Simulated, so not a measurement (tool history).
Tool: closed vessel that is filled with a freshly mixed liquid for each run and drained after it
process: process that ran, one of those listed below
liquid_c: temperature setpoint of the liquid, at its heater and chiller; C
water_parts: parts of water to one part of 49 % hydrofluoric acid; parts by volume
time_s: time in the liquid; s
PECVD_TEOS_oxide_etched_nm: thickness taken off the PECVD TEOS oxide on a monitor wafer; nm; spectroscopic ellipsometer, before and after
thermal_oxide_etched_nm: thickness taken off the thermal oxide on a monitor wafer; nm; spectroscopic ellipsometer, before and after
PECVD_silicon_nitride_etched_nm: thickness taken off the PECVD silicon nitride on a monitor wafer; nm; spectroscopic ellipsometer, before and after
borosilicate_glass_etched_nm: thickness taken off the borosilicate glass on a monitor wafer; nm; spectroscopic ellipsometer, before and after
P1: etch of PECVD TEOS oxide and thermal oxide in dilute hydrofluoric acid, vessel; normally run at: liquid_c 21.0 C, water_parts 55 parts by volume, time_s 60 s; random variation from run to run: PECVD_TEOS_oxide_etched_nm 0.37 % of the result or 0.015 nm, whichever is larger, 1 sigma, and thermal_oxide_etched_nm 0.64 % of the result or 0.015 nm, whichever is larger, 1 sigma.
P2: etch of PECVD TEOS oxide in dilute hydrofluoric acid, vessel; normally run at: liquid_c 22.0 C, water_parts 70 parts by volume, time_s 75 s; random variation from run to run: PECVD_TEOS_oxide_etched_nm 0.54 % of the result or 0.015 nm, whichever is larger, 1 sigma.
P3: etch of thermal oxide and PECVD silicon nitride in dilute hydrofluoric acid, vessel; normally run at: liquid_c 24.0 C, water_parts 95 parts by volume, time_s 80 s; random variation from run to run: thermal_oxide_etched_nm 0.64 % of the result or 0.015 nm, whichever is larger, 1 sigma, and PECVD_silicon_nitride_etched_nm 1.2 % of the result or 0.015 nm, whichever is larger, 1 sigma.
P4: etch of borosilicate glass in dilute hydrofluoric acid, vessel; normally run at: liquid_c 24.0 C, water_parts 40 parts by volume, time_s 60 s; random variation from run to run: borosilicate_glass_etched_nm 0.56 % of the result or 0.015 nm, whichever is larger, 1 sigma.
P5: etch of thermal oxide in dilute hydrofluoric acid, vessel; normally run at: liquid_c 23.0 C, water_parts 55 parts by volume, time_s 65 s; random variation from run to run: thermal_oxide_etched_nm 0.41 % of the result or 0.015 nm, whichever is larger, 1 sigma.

run,hour,process,liquid_c,water_parts,time_s,hours since the thermometer was replaced,hours since the hydrofluoric acid flow meter was replaced,PECVD_TEOS_oxide_etched_nm,thermal_oxide_etched_nm,PECVD_silicon_nitride_etched_nm,borosilicate_glass_etched_nm
1,8.3,P1,21.0,55,60,1276.0,1531.2,14.8230,5.1041,,
2,15.0,P5,29.0,55,65,1282.7,1537.9,,7.4379,,
3,22.0,P1,21.0,55,60,1289.7,1544.9,14.7550,5.1365,,
4,26.3,P5,23.0,55,65,1294.0,1549.2,,5.9011,,
5,32.7,P3,29.5,95,80,1300.4,1555.6,,5.0721,2.7834,
6,40.6,P2,17.0,70,75,1308.3,1563.5,10.7540,,,
7,47.8,P1,21.0,100,60,1315.5,1570.7,7.6982,2.6364,,
8,52.7,P3,24.0,95,130,1320.4,1575.6,,6.6515,3.1477,
9,57.7,P1,21.0,55,60,1325.4,1580.6,14.8050,5.0207,,
10,63.4,P1,26.0,55,60,1331.1,1586.3,18.1500,6.2140,,
11,70.3,P4,24.0,40,60,1338.0,1593.2,,,,66.721
12,78.3,P5,23.0,30,65,1346.0,1601.2,,11.0460,,
13,83.5,P1,21.0,55,60,1351.2,1606.4,14.7860,5.1152,,
14,87.9,P3,24.0,95,80,1355.6,1610.8,,4.0723,1.9401,
15,93.8,P1,21.0,20,60,1361.5,1616.7,42.2290,14.7250,,
16,101.7,P2,22.0,70,30,1369.4,1624.6,5.2714,,,
17,109.1,P3,24.0,165,80,1376.8,1632.0,,2.1532,1.1391,
18,117.4,P4,24.0,40,90,1385.1,1640.3,,,,101.240
19,122.6,P1,21.0,55,60,1390.3,1645.5,14.8540,5.0911,,
20,131.5,P1,21.0,55,85,1399.2,1654.4,20.8420,7.2182,,
21,137.2,P1,21.0,55,60,1404.9,1660.1,14.8260,5.0698,,
22,143.5,P5,23.0,55,125,1411.2,1666.4,,11.2570,,
23,150.3,P4,24.0,20,60,1418.0,1673.2,,,,137.710
24,159.1,P1,21.0,55,30,1426.8,1682.0,7.4615,2.4930,,
25,163.3,P2,22.0,20,75,1431.0,1686.2,48.8710,,,
26,169.8,P1,17.0,55,60,1437.5,1692.7,12.5410,4.2604,,
27,178.6,P2,22.0,70,75,1446.3,1701.5,13.0490,,,
28,184.8,P1,21.0,90,95,1452.5,1707.7,13.7630,4.6662,,
29,190.7,P4,17.0,40,60,1458.4,1713.6,,,,49.730
30,196.6,P1,21.0,55,60,1464.3,1719.5,14.8410,5.0591,,
31,204.8,P3,24.0,95,80,1472.5,1727.7,,4.0135,1.9237,
32,213.5,P1,21.0,55,60,1481.2,1736.4,14.7940,5.0487,,
33,219.3,P1,21.0,55,60,1487.0,1742.2,15.1890,5.1599,,
34,224.1,P1,21.0,55,60,1491.8,1747.0,15.3390,5.2887,,
35,233.0,P1,21.0,55,60,1500.7,1755.9,15.6510,5.3530,,
36,238.9,P1,21.0,55,60,1506.6,1761.8,15.5560,5.4087,,
37,245.0,P1,21.0,55,60,1512.7,1767.9,15.7790,5.4125,,
38,252.6,P1,21.0,55,60,1520.3,1775.5,15.9330,5.4865,,
39,262.0,P1,21.0,55,60,1529.7,1784.9,15.8400,5.5149,,
40,269.0,P1,21.0,55,60,1536.7,1791.9,15.8390,5.5181,,
41,278.1,P1,21.0,55,60,1545.8,1801.0,15.9350,5.4945,,
42,283.0,P1,21.0,55,60,1550.7,1805.9,16.0070,5.4851,,

What P1 gives has crept away from where it was. These 2 causes fit the log equally well, each at the size given:
A: hydrofluoric acid flow above the setpoint (%) = 7.41
B: liquid hotter than its thermometer reads (K) = 1.83
The creep began at about hour 213.5.

4 check runs are offered, each on 5 wafers whose results are averaged, their results left as question marks. Which one tells the causes apart?
check 1,287.9,P3,24.0,95,80,,,,?,?,
check 2,287.9,P4,24.0,40,60,,,,,,?
check 3,287.9,P2,22.0,70,75,,,?,,,
check 4,287.9,P5,23.0,55,65,,,,?,,

What each check would give under each cause:
check,result,if A,if B
check 1,thermal_oxide_etched_nm,4.3970,4.3645
check 1,PECVD_silicon_nitride_etched_nm,2.0892,2.1953
check 2,borosilicate_glass_etched_nm,72.552,72.566
check 3,PECVD_TEOS_oxide_etched_nm,14.1980,14.1610
check 4,thermal_oxide_etched_nm,6.3109,6.3032
How far apart the two closest causes lie, in the result that separates them most: check 1 4.95 %; check 2 0.02 %; check 3 0.26 %; check 4 0.12 %
Check 1 tells the causes apart: in the others they would give nearly the same result.

Check 1 was then run and gave: thermal_oxide_etched_nm 4.3663 nm; PECVD_silicon_nitride_etched_nm 2.1954 nm. Which cause is it?

It is B: liquid hotter than its thermometer reads (K).

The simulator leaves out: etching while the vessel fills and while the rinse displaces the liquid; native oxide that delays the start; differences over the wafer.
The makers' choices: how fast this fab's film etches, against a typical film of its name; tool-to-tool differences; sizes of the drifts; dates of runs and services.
